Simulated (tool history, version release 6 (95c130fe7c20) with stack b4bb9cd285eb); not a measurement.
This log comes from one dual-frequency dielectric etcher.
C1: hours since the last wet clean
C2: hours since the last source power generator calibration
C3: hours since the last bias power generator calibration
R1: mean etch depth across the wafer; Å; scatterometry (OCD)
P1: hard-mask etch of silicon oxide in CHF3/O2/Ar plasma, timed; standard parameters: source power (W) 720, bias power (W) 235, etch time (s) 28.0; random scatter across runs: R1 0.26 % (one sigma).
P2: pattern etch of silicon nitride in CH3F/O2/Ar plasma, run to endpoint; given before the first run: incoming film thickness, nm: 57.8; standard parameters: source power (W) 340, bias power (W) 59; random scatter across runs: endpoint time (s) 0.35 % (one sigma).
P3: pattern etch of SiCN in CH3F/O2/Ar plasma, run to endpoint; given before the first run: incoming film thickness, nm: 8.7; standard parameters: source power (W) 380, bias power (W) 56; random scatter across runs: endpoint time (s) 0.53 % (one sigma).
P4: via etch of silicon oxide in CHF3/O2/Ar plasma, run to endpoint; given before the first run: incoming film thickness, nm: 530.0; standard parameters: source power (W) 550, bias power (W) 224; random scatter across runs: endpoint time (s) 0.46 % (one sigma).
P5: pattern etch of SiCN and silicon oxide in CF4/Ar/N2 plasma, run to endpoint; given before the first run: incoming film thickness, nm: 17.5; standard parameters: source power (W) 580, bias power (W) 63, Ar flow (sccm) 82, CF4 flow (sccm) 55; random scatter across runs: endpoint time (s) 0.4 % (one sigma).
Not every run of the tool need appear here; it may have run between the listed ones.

{"run": 1, "hour": 14.6, "process that ran": "P1", "source power (W)": 720, "bias power (W)": 235, "etch time (s)": 28.0, "C1": 380.0, "C2": 557.8, "C3": 2161.2, "R1": 645.63}
{"run": 2, "hour": 23.2, "process that ran": "P1", "source power (W)": 720, "bias power (W)": 331, "etch time (s)": 28.0, "C1": 388.6, "C2": 566.4, "C3": 2169.8, "R1": 728.3}
{"run": 3, "hour": 35.5, "process that ran": "P5", "source power (W)": 580, "bias power (W)": 63, "Ar flow (sccm)": 82, "CF4 flow (sccm)": 55, "C1": 400.9, "C2": 578.7, "C3": 2182.1, "endpoint time (s)": 17.185}
{"run": 4, "hour": 52.1, "process that ran": "P3", "source power (W)": 280, "bias power (W)": 56, "C1": 417.5, "C2": 595.3, "C3": 2198.7, "endpoint time (s)": 29.153}
{"run": 5, "hour": 61.7, "process that ran": "P1", "source power (W)": 720, "bias power (W)": 329, "etch time (s)": 18.0, "C1": 427.1, "C2": 604.9, "C3": 2208.3, "R1": 469.21}
{"run": 6, "hour": 76.0, "process that ran": "P1", "source power (W)": 720, "bias power (W)": 235, "etch time (s)": 28.0, "C1": 441.4, "C2": 619.2, "C3": 2222.6, "R1": 644.35}
{"run": 7, "hour": 94.5, "process that ran": "P1", "source power (W)": 720, "bias power (W)": 235, "etch time (s)": 18.5, "C1": 459.9, "C2": 637.7, "C3": 2241.1, "R1": 423.7}
{"run": 8, "hour": 104.6, "process that ran": "P5", "source power (W)": 580, "bias power (W)": 63, "Ar flow (sccm)": 82, "CF4 flow (sccm)": 73, "C1": 470.0, "C2": 647.8, "C3": 2251.2, "endpoint time (s)": 16.432}
{"run": 9, "hour": 118.7, "process that ran": "P1", "source power (W)": 720, "bias power (W)": 235, "etch time (s)": 28.0, "C1": 484.1, "C2": 661.9, "C3": 2265.3, "R1": 649.21}
{"run": 10, "hour": 137.2, "process that ran": "P4", "source power (W)": 550, "bias power (W)": 224, "C1": 502.6, "C2": 680.4, "C3": 2283.8, "endpoint time (s)": 255.63}
{"run": 11, "hour": 147.1, "process that ran": "P1", "source power (W)": 720, "bias power (W)": 235, "etch time (s)": 28.0, "C1": 512.5, "C2": 690.3, "C3": 2293.7, "R1": 646.72}
{"run": 12, "hour": 165.5, "process that ran": "P1", "source power (W)": 480, "bias power (W)": 235, "etch time (s)": 37.5, "C1": 530.9, "C2": 708.7, "C3": 2312.1, "R1": 740.68}
{"run": 13, "hour": 178.6, "process that ran": "P2", "source power (W)": 210, "bias power (W)": 59, "C1": 544.0, "C2": 721.8, "C3": 2325.2, "endpoint time (s)": 116.51}
{"run": 14, "hour": 189.8, "process that ran": "P1", "source power (W)": 480, "bias power (W)": 235, "etch time (s)": 28.0, "C1": 555.2, "C2": 733.0, "C3": 2336.4, "R1": 556.77}
{"run": 15, "hour": 206.4, "process that ran": "P2", "source power (W)": 340, "bias power (W)": 41, "C1": 571.8, "C2": 749.6, "C3": 2353.0, "endpoint time (s)": 108.67}
{"run": 16, "hour": 222.9, "process that ran": "P5", "source power (W)": 580, "bias power (W)": 63, "Ar flow (sccm)": 82, "CF4 flow (sccm)": 55, "C1": 588.3, "C2": 766.1, "C3": 2369.5, "endpoint time (s)": 17.236}
{"run": 17, "hour": 231.1, "process that ran": "P1", "source power (W)": 720, "bias power (W)": 168, "etch time (s)": 28.0, "C1": 596.5, "C2": 774.3, "C3": 2377.7, "R1": 577.37}
{"run": 18, "hour": 249.4, "process that ran": "P3", "source power (W)": 380, "bias power (W)": 68, "C1": 614.8, "C2": 792.6, "C3": 2396.0, "endpoint time (s)": 24.446}
{"run": 19, "hour": 259.3, "process that ran": "P2", "source power (W)": 340, "bias power (W)": 59, "C1": 624.7, "C2": 802.5, "C3": 2405.9, "endpoint time (s)": 96.511}
{"run": 20, "hour": 268.2, "process that ran": "P1", "source power (W)": 720, "bias power (W)": 235, "etch time (s)": 28.0, "C1": 633.6, "C2": 811.4, "C3": 2414.8, "R1": 641.91}
{"run": 21, "hour": 286.4, "process that ran": "P3", "source power (W)": 380, "bias power (W)": 56, "C1": 651.8, "C2": 829.6, "C3": 2433.0, "endpoint time (s)": 25.904}
{"run": 22, "hour": 297.4, "process that ran": "P4", "source power (W)": 760, "bias power (W)": 224, "C1": 662.8, "C2": 840.6, "C3": 2444.0, "endpoint time (s)": 223.55}
{"run": 23, "hour": 311.2, "process that ran": "P4", "source power (W)": 550, "bias power (W)": 277, "C1": 676.6, "C2": 854.4, "C3": 2457.8, "endpoint time (s)": 236.43}
{"run": 24, "hour": 325.0, "process that ran": "P5", "source power (W)": 580, "bias power (W)": 39, "Ar flow (sccm)": 82, "CF4 flow (sccm)": 55, "C1": 690.4, "C2": 868.2, "C3": 2471.6, "endpoint time (s)": 19.92}
{"run": 25, "hour": 342.0, "process that ran": "P1", "source power (W)": 890, "bias power (W)": 235, "etch time (s)": 28.0, "C1": 707.4, "C2": 885.2, "C3": 2488.6, "R1": 698.39}
{"run": 26, "hour": 354.7, "process that ran": "P1", "source power (W)": 720, "bias power (W)": 235, "etch time (s)": 28.0, "C1": 720.1, "C2": 897.9, "C3": 2501.3, "R1": 645.11}
{"run": 27, "hour": 368.5, "process that ran": "P4", "source power (W)": 550, "bias power (W)": 224, "C1": 733.9, "C2": 911.7, "C3": 2515.1, "endpoint time (s)": 256.12}
{"hour": 377.4, "done": "bias power generator calibrated"}
{"run": 28, "hour": 380.4, "process that ran": "P1", "source power (W)": 720, "bias power (W)": 235, "etch time (s)": 41.5, "C1": 745.8, "C2": 923.6, "C3": 3.0, "R1": 958.38}
{"run": 29, "hour": 398.6, "process that ran": "P5", "source power (W)": 690, "bias power (W)": 63, "Ar flow (sccm)": 82, "CF4 flow (sccm)": 55, "C1": 764.0, "C2": 941.8, "C3": 21.2, "endpoint time (s)": 14.69}
{"run": 30, "hour": 413.6, "process that ran": "P1", "source power (W)": 720, "bias power (W)": 188, "etch time (s)": 19.5, "C1": 779.0, "C2": 956.8, "C3": 36.2, "R1": 415.32}
{"run": 31, "hour": 426.3, "process that ran": "P3", "source power (W)": 380, "bias power (W)": 56, "C1": 791.7, "C2": 969.5, "C3": 48.9, "endpoint time (s)": 25.987}
{"run": 32, "hour": 436.4, "process that ran": "P5", "source power (W)": 580, "bias power (W)": 63, "Ar flow (sccm)": 107, "CF4 flow (sccm)": 55, "C1": 801.8, "C2": 979.6, "C3": 59.0, "endpoint time (s)": 18.001}
{"run": 33, "hour": 446.1, "process that ran": "P1", "source power (W)": 720, "bias power (W)": 235, "etch time (s)": 28.0, "C1": 811.5, "C2": 989.3, "C3": 68.7, "R1": 644.05}
{"run": 34, "hour": 463.8, "process that ran": "P1", "source power (W)": 720, "bias power (W)": 235, "etch time (s)": 28.0, "C1": 829.2, "C2": 1007.0, "C3": 86.4, "R1": 640.63}
{"run": 35, "hour": 480.5, "process that ran": "P1", "source power (W)": 720, "bias power (W)": 235, "etch time (s)": 28.0, "C1": 845.9, "C2": 1023.7, "C3": 103.1, "R1": 638.11}
{"run": 36, "hour": 492.8, "process that ran": "P1", "source power (W)": 720, "bias power (W)": 235, "etch time (s)": 28.0, "C1": 858.2, "C2": 1036.0, "C3": 115.4, "R1": 637.15}
{"run": 37, "hour": 506.8, "process that ran": "P1", "source power (W)": 720, "bias power (W)": 235, "etch time (s)": 28.0, "C1": 872.2, "C2": 1050.0, "C3": 129.4, "R1": 637.29}
{"hour": 522.0, "done": "wet clean of the chamber"}
{"run": 38, "hour": 524.8, "process that ran": "P1", "source power (W)": 720, "bias power (W)": 235, "etch time (s)": 28.0, "C1": 2.9, "C2": 1068.0, "C3": 147.4, "R1": 637.1}
{"run": 39, "hour": 539.5, "process that ran": "P1", "source power (W)": 720, "bias power (W)": 235, "etch time (s)": 28.0, "C1": 17.6, "C2": 1082.7, "C3": 162.1, "R1": 634.31}
{"run": 40, "hour": 548.5, "process that ran": "P1", "source power (W)": 720, "bias power (W)": 235, "etch time (s)": 28.0, "C1": 26.6, "C2": 1091.7, "C3": 171.1, "R1": 637.22}
{"run": 41, "hour": 565.3, "process that ran": "P1", "source power (W)": 720, "bias power (W)": 235, "etch time (s)": 28.0, "C1": 43.4, "C2": 1108.5, "C3": 187.9, "R1": 634.74}
{"run": 42, "hour": 576.6, "process that ran": "P1", "source power (W)": 720, "bias power (W)": 235, "etch time (s)": 28.0, "C1": 54.7, "C2": 1119.8, "C3": 199.2, "R1": 631.77}
{"run": 43, "hour": 585.6, "process that ran": "P1", "source power (W)": 720, "bias power (W)": 235, "etch time (s)": 28.0, "C1": 63.7, "C2": 1128.8, "C3": 208.2, "R1": 634.93}

Something has made what P1 gives creep away from where it was; the 2 causes below, each at its own stated size, fit the log equally well:
A: bias power that arrives under what is set, % = 4.3
B: source power that arrives under what is set, % = 3.97
The onset of the drift is placed at about hour 446.1.
The rest of the possible causes, and what rules out each one:
chamber walls in a state that lowers the etch rate, %: work on it at hour 522.0, done after the drift set in, did not restore what the process gave before

Which of the 4 check runs listed below, each an average over 2 wafers with its results shown as question marks, gives clearly different results under the different listed causes?
{"run": "check 1", "hour": 594.6, "process that ran": "P4", "source power (W)": 550, "bias power (W)": 224, "endpoint time (s)": "?"}
{"run": "check 2", "hour": 594.6, "process that ran": "P5", "source power (W)": 580, "bias power (W)": 63, "Ar flow (sccm)": 82, "CF4 flow (sccm)": 55, "endpoint time (s)": "?"}
{"run": "check 3", "hour": 594.6, "process that ran": "P3", "source power (W)": 380, "bias power (W)": 56, "endpoint time (s)": "?"}
{"run": "check 4", "hour": 594.6, "process that ran": "P2", "source power (W)": 340, "bias power (W)": 59, "endpoint time (s)": "?"}

Expected result of each check under each candidate cause:
check=check_1 result=endpoint_time_(s) if_A=258.680 if_B=258.640
check=check_2 result=endpoint_time_(s) if_A=17.443 if_B=17.828
check=check_3 result=endpoint_time_(s) if_A=26.310 if_B=26.331
check=check_4 result=endpoint_time_(s) if_A=97.961 if_B=98.060
Minimum pairwise separation of causes per check, each pair taken at its best-separating result: check 1 0.02 %; check 2 2.18 %; check 3 0.08 %; check 4 0.1 %
Check 2 tells the causes apart: in the others they would give nearly the same result.

Then check 2 was run and gave: endpoint time (s) 17.767. Which cause is it?

It was cause B: source power that arrives under what is set, %.
